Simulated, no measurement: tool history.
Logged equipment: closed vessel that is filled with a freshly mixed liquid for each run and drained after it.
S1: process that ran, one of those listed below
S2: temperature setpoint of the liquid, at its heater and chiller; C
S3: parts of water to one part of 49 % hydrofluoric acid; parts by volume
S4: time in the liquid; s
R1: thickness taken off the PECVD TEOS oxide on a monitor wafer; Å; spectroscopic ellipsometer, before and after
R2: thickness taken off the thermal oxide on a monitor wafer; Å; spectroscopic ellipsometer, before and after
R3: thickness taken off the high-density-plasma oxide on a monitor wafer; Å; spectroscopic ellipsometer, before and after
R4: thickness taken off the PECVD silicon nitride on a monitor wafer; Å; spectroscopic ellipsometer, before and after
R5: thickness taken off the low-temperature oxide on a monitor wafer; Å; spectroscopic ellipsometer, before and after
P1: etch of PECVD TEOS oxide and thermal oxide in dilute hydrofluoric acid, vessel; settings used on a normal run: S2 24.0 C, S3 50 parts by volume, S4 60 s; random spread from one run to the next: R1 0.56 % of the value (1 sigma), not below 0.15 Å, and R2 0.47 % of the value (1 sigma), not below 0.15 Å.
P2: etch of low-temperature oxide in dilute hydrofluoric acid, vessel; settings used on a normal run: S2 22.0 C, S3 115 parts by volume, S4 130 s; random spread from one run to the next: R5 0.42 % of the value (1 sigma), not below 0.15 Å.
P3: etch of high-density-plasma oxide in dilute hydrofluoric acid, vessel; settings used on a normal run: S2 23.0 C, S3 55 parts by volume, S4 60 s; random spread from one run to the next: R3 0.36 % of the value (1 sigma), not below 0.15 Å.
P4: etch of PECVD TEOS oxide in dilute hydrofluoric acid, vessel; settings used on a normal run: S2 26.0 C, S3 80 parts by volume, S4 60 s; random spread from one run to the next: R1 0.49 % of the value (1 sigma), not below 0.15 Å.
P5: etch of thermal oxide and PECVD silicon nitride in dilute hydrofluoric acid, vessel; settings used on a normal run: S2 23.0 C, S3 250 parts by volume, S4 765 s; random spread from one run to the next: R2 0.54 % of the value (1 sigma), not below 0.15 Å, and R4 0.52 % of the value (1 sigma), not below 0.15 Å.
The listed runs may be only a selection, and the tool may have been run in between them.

run,hour,S1,S2,S3,S4,R1,R2,R3,R4,R5
1,2.8,P1,24.0,50,60,325.060,56.527,,,
2,7.8,P4,26.0,80,60,120.450,,,,
3,10.5,P1,24.0,50,60,324.800,56.645,,,
4,13.7,P3,23.0,55,110,,,194.340,,
5,16.8,P5,23.0,250,765,,120.670,,138.720,
6,20.4,P4,33.5,80,60,159.510,,,,
7,23.9,P3,23.0,55,60,,,105.770,,
8,28.0,P5,23.0,250,1405,,223.130,,253.820,
9,32.9,P1,24.0,50,60,326.620,56.545,,,
10,37.9,P1,24.0,50,90,485.580,84.813,,,
11,42.3,P1,19.0,50,85,371.590,65.120,,,
12,47.9,P1,24.0,90,60,170.870,29.918,,,
13,53.0,P4,26.0,80,30,59.641,,,,
14,57.6,P3,23.0,105,60,,,52.148,,
15,61.6,P3,23.0,55,60,,,106.040,,
16,65.8,P1,28.5,50,30,194.020,34.121,,,
17,71.5,P2,22.0,115,260,,,,,263.520
18,75.6,P4,26.0,80,60,118.700,,,,
19,79.8,P1,24.0,50,60,320.200,56.608,,,
20,84.7,P1,24.0,50,60,320.960,56.074,,,
21,89.7,P1,24.0,50,30,163.820,28.171,,,
22,94.4,P1,24.0,50,60,320.140,57.137,,,
23,98.0,P2,22.0,115,130,,,,,132.390
24,101.3,P2,22.0,175,130,,,,,81.326
25,107.0,P1,29.0,50,60,394.250,69.584,,,
26,109.6,P1,17.5,50,60,243.630,42.863,,,
27,112.4,P1,24.0,90,35,99.428,17.300,,,
28,117.4,P2,17.0,115,130,,,,,106.800
29,121.4,P4,26.0,140,60,62.776,,,,
30,124.2,P1,24.0,20,60,840.640,147.490,,,
31,127.8,P5,23.0,460,765,,53.951,,76.517,
32,132.2,P3,17.0,55,60,,,82.327,,
33,137.6,P2,22.0,115,130,,,,,131.450
34,140.7,P5,17.0,250,765,,96.047,,95.121,
35,143.8,P1,24.0,50,60,324.790,56.438,,,
36,147.1,P1,24.0,50,60,318.190,55.639,,,
37,152.4,P1,24.0,50,60,310.400,54.226,,,
38,157.8,P1,24.0,50,60,305.780,53.437,,,
39,161.5,P1,24.0,50,60,303.570,53.901,,,
40,167.2,P1,24.0,50,60,305.360,53.117,,,
41,170.3,P1,24.0,50,60,306.410,53.521,,,

What P1 gives has crept off from where it sat before. The 2 causes that follow fit the log equally well, each at the size noted:
A: hydrofluoric acid flow below the setpoint (%) = 5.33
B: liquid colder than its thermometer reads (K) = 1.42
The drift started at roughly hour 143.8.

Of the 4 check runs listed below, each run on one wafer and each result written as a question mark, which would let you distinguish the listed causes because they would give clearly different results?
check 1,173.4,P4,32.0,80,60,?,,,,
check 2,173.4,P2,17.5,115,230,,,,,?
check 3,173.4,P3,18.0,55,60,,,?,,
check 4,173.4,P5,19.0,250,765,,?,,?,

Predicted outcomes, by check and by cause:
check,result,if A,if B
check 1,R1,141.140,142.270
check 2,R5,182.490,182.830
check 3,R3,81.109,80.860
check 4,R2,97.260,98.553
check 4,R4,101.960,97.927
Separation of the two closest causes in each check, using whichever result separates them best: check 1 0.8 %; check 2 0.19 %; check 3 0.31 %; check 4 4.04 %
Only in check 4 would the causes give clearly different results; in the remaining checks their results would be nearly the same.

Then check 4 was run and gave: R2 96.903 Å; R4 101.810 Å. Which cause is it?

The cause is A: hydrofluoric acid flow below the setpoint (%).
